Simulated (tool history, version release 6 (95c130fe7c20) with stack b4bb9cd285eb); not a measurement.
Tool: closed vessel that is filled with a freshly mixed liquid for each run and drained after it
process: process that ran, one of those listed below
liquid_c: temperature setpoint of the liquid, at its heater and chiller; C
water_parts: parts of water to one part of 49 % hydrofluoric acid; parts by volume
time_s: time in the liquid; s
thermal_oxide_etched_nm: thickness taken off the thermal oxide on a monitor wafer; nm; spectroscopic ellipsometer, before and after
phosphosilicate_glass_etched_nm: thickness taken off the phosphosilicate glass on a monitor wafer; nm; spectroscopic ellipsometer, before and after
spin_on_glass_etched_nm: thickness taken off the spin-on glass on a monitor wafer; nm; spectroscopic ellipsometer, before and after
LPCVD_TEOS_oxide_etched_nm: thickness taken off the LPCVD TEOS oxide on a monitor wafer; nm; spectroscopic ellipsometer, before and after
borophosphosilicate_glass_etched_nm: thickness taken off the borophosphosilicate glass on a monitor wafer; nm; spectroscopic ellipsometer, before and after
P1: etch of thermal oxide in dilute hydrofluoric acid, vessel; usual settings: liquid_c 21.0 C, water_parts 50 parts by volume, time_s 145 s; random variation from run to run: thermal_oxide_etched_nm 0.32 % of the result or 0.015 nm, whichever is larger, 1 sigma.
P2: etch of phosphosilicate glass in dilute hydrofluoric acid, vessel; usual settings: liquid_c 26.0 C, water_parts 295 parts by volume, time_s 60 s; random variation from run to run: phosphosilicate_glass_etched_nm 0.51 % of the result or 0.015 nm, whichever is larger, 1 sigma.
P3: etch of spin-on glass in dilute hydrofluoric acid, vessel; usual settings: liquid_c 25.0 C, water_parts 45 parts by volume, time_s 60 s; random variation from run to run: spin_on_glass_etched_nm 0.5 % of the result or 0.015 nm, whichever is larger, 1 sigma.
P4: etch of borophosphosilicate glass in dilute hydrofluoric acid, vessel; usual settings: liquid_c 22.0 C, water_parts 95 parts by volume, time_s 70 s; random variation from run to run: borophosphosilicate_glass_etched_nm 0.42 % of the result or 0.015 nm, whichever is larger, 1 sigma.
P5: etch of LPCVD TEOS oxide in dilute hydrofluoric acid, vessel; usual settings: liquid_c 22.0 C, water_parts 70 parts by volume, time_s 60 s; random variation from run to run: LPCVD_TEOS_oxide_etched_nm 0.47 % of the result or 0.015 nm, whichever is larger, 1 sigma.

run,day,process,liquid_c,water_parts,time_s,hours since the thermometer was replaced,hours since the hydrofluoric acid flow meter was replaced,thermal_oxide_etched_nm,phosphosilicate_glass_etched_nm,spin_on_glass_etched_nm,LPCVD_TEOS_oxide_etched_nm,borophosphosilicate_glass_etched_nm
1,0.142,P1,21.0,50,145,404.3,937.4,13.0690,,,,
2,0.321,P2,32.0,295,60,408.6,941.7,,30.490,,,
3,0.454,P3,25.0,65,60,411.8,944.9,,,32.373,,
4,0.692,P5,22.0,70,30,417.5,950.6,,,,6.4924,
5,0.867,P3,25.0,45,60,421.7,954.8,,,47.448,,
6,1.100,P2,26.0,295,95,427.3,960.4,,39.657,,,
7,1.288,P5,22.0,70,60,431.8,964.9,,,,13.0240,
8,1.525,P1,21.0,50,145,437.5,970.6,13.1120,,,,
9,1.721,P5,17.0,70,60,442.2,975.3,,,,10.4840,
10,1.846,P5,22.0,70,60,445.2,978.3,,,,12.8970,
11,2.050,P5,22.0,25,60,450.1,983.2,,,,38.5290,
12,2.258,P4,30.0,95,70,455.1,988.2,,,,,28.151
13,2.438,P4,22.0,170,70,459.4,992.5,,,,,10.635
14,2.567,P3,25.0,45,115,462.5,995.6,,,90.686,,
15,2.708,P1,21.0,50,145,465.9,999.0,13.1370,,,,
16,2.854,P1,21.0,50,145,469.4,1002.5,13.1110,,,,
17,3.075,P1,27.5,50,145,474.7,1007.8,17.0620,,,,
18,3.204,P1,17.0,50,145,477.8,1010.9,11.0120,,,,
19,3.454,P1,21.0,50,145,483.8,1016.9,13.0380,,,,
20,3.600,P2,26.0,185,60,487.3,1020.4,,44.800,,,
21,3.821,P1,21.0,50,145,492.6,1025.7,13.0730,,,,
22,3.992,P1,21.0,50,255,496.7,1029.8,23.1170,,,,
23,4.246,P4,22.0,95,115,502.8,1035.9,,,,,33.882
24,4.483,P1,21.0,50,145,508.5,1041.6,13.0650,,,,
25,4.683,P1,21.0,85,145,513.3,1046.4,7.3651,,,,
26,4.846,P2,26.0,295,60,517.2,1050.3,,25.187,,,
27,5.008,P3,30.0,45,60,521.1,1054.2,,,58.412,,
28,5.242,P1,17.0,50,80,526.7,1059.8,6.0718,,,,
29,5.362,P1,21.0,20,145,529.6,1062.7,34.0800,,,,
30,5.483,P1,21.0,75,270,532.5,1065.6,15.6950,,,,
31,5.633,P4,22.0,95,70,536.1,1069.2,,,,,20.410
32,5.792,P1,21.0,50,60,539.9,1073.0,5.4348,,,,
33,6.042,P1,21.0,50,145,545.9,1079.0,13.0800,,,,
34,6.167,P1,21.0,50,145,548.9,1082.0,12.7040,,,,
35,6.367,P1,21.0,50,145,553.7,1086.8,12.4510,,,,
36,6.525,P1,21.0,50,145,557.5,1090.6,12.3200,,,,
37,6.712,P1,21.0,50,145,562.0,1095.1,12.1340,,,,
38,6.938,P1,21.0,50,145,567.4,1100.5,12.0230,,,,
39,7.083,P1,21.0,50,145,570.9,1104.0,12.0520,,,,
40,7.217,P1,21.0,50,145,574.1,1107.2,12.0120,,,,
41,7.367,P1,21.0,50,145,577.7,1110.8,12.0170,,,,

What P1 gives has crept away from where it was. These 2 causes fit the log equally well, each at the size given:
A: hydrofluoric acid flow below the setpoint (%) = 7.84
B: liquid colder than its thermometer reads (K) = 2.05
The creep began at about day 6.042.

4 check runs are offered, one wafer each, their results left as question marks. Which one tells the causes apart?
check 1,7.517,P4,22.0,95,70,,,,,,,?
check 2,7.517,P3,25.0,45,60,,,,,?,,
check 3,7.517,P5,22.0,70,60,,,,,,?,
check 4,7.517,P2,26.0,295,60,,,,?,,,

What each check would give under each cause:
check,result,if A,if B
check 1,borophosphosilicate_glass_etched_nm,18.778,18.917
check 2,spin_on_glass_etched_nm,43.669,43.765
check 3,LPCVD_TEOS_oxide_etched_nm,11.8570,11.9010
check 4,phosphosilicate_glass_etched_nm,22.553,23.389
How far apart the two closest causes lie, in the result that separates them most: check 1 0.74 %; check 2 0.22 %; check 3 0.37 %; check 4 3.64 %
Check 4 tells the causes apart: in the others they would give nearly the same result.

Check 4 was then run and gave: phosphosilicate_glass_etched_nm 22.563 nm. Which cause is it?

It is A: hydrofluoric acid flow below the setpoint (%).
